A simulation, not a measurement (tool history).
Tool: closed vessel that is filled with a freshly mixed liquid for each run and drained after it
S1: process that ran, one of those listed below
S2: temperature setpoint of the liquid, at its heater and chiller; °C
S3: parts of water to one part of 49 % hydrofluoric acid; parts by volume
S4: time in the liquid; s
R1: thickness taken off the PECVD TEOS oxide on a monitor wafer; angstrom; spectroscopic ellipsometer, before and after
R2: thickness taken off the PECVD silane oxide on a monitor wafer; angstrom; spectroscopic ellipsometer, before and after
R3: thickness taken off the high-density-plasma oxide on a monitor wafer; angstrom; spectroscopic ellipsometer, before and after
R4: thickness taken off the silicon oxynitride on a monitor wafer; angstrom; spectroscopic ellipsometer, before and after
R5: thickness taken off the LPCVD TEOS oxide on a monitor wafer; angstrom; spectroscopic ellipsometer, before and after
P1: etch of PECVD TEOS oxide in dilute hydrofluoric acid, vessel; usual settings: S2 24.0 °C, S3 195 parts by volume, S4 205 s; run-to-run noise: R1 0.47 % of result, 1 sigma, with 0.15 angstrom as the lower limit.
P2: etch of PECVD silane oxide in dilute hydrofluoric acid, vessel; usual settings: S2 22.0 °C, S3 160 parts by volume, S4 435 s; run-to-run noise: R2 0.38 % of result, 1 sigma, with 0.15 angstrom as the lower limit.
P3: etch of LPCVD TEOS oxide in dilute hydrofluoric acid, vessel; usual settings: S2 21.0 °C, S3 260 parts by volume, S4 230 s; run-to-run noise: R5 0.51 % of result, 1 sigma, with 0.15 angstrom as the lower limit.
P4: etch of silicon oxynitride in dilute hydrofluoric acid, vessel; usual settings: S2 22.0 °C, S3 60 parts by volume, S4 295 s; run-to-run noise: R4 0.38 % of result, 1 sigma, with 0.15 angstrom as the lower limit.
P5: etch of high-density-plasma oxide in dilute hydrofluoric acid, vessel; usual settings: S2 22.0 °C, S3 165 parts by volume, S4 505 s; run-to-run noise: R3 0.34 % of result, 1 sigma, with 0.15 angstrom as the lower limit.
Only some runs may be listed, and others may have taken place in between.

run     day  S1    S2   S3   S4       R1       R2      R3       R4      R5
  1   0.408  P1  24.0  195  205  275.620
  2   0.712  P2  22.0  160  435            559.84
  3   1.183  P1  24.0  195  205  276.150
  4   1.458  P5  22.0  235  505                    191.56
  5   1.908  P4  22.0   60   95                             55.784
  6   2.229  P4  17.0   60  295                            135.530
  7   2.721  P3  17.0  260  230                                     250.43
  8   3.000  P1  24.0  105  320  884.000
  9   3.396  P1  28.0  195  205  318.230
 10   3.638  P1  24.0  195   40   53.752
 11   4.112  P4  22.0   30  295                            355.050
 12   4.412  P1  24.0  195  305  409.940
 13   4.662  P4  22.0   60  295                            172.600
 14   5.000  P2  22.0  160  860           1099.80
 15   5.333  P1  17.0  195  205  208.700
 16   5.550  P5  22.0  165  985                    577.45
 17   5.862  P1  20.5  280  205  154.210
 18   6.238  P5  22.0  165  505                    293.75
 19   6.492  P3  21.0  390  230                                     170.69
 20   6.921  P1  24.0   65  205  967.030
 21   7.350  P1  20.5  195   30   35.550
 22   7.604  P3  21.0  260  230                                     286.24
 23   8.058  P1  24.0  270  205  185.450
 24   8.308  P1  24.0  195  205  273.050
 25   8.629  P2  22.0   60  435           1672.60
 26   8.988  P1  24.0  195  205  274.540
 27   9.250  P5  17.0  165  505                    242.56
 28   9.742  P5  22.0  165  505                    295.40
 29  10.238  P2  29.0  160  435            716.41
 30  10.575  P3  21.0  260  445                                     555.42
 31  11.004  P1  24.0  195  205  274.160
 32  11.488  P1  24.0  195  205  263.700
 33  11.921  P1  24.0  195  205  260.430
 34  12.342  P1  24.0  195  205  257.160
 35  12.629  P1  24.0  195  205  257.220
 36  12.938  P1  24.0  195  205  255.390
 37  13.275  P1  24.0  195  205  256.090
 38  13.592  P1  24.0  195  205  255.230
 39  13.954  P1  24.0  195  205  254.020

The output of P1 has drifted from where it used to be. Each of the 2 causes below, taken at the size shown beside it, accounts for the log equally well:
A: hydrofluoric acid flow below the setpoint (%) = 5.79
B: liquid colder than its thermometer reads (K) = 1.94
The gradual shift began around day 11.004.

Which of the 4 check runs listed below separates the causes, so that each cause would produce a clearly different result? Each run uses one wafer, and its results are marked with question marks.
check 1  14.317  P5  22.0  165  880           ?
check 2  14.317  P2  22.0  160  810       ?
check 3  14.317  P3  17.0  260  230                   ?
check 4  14.317  P4  17.5   60  140               ?

Outcome of each check run for each possible cause:
  check  result    if A    if B
check 1      R3  478.73  476.21
check 2      R2  967.51  961.93
check 3      R5  231.07  230.50
check 4      R4  61.795  59.512
Smallest distance between any two causes, each pair judged by its most separating result, in per cent: check 1 0.53 %; check 2 0.58 %; check 3 0.25 %; check 4 3.77 %
Check 4 distinguishes between the causes, while the remaining checks would return nearly the same result for all of them.

Check 4 has now been run. It gave: R4 61.278 angstrom. Which of the candidate causes is it?

It is A: hydrofluoric acid flow below the setpoint (%).
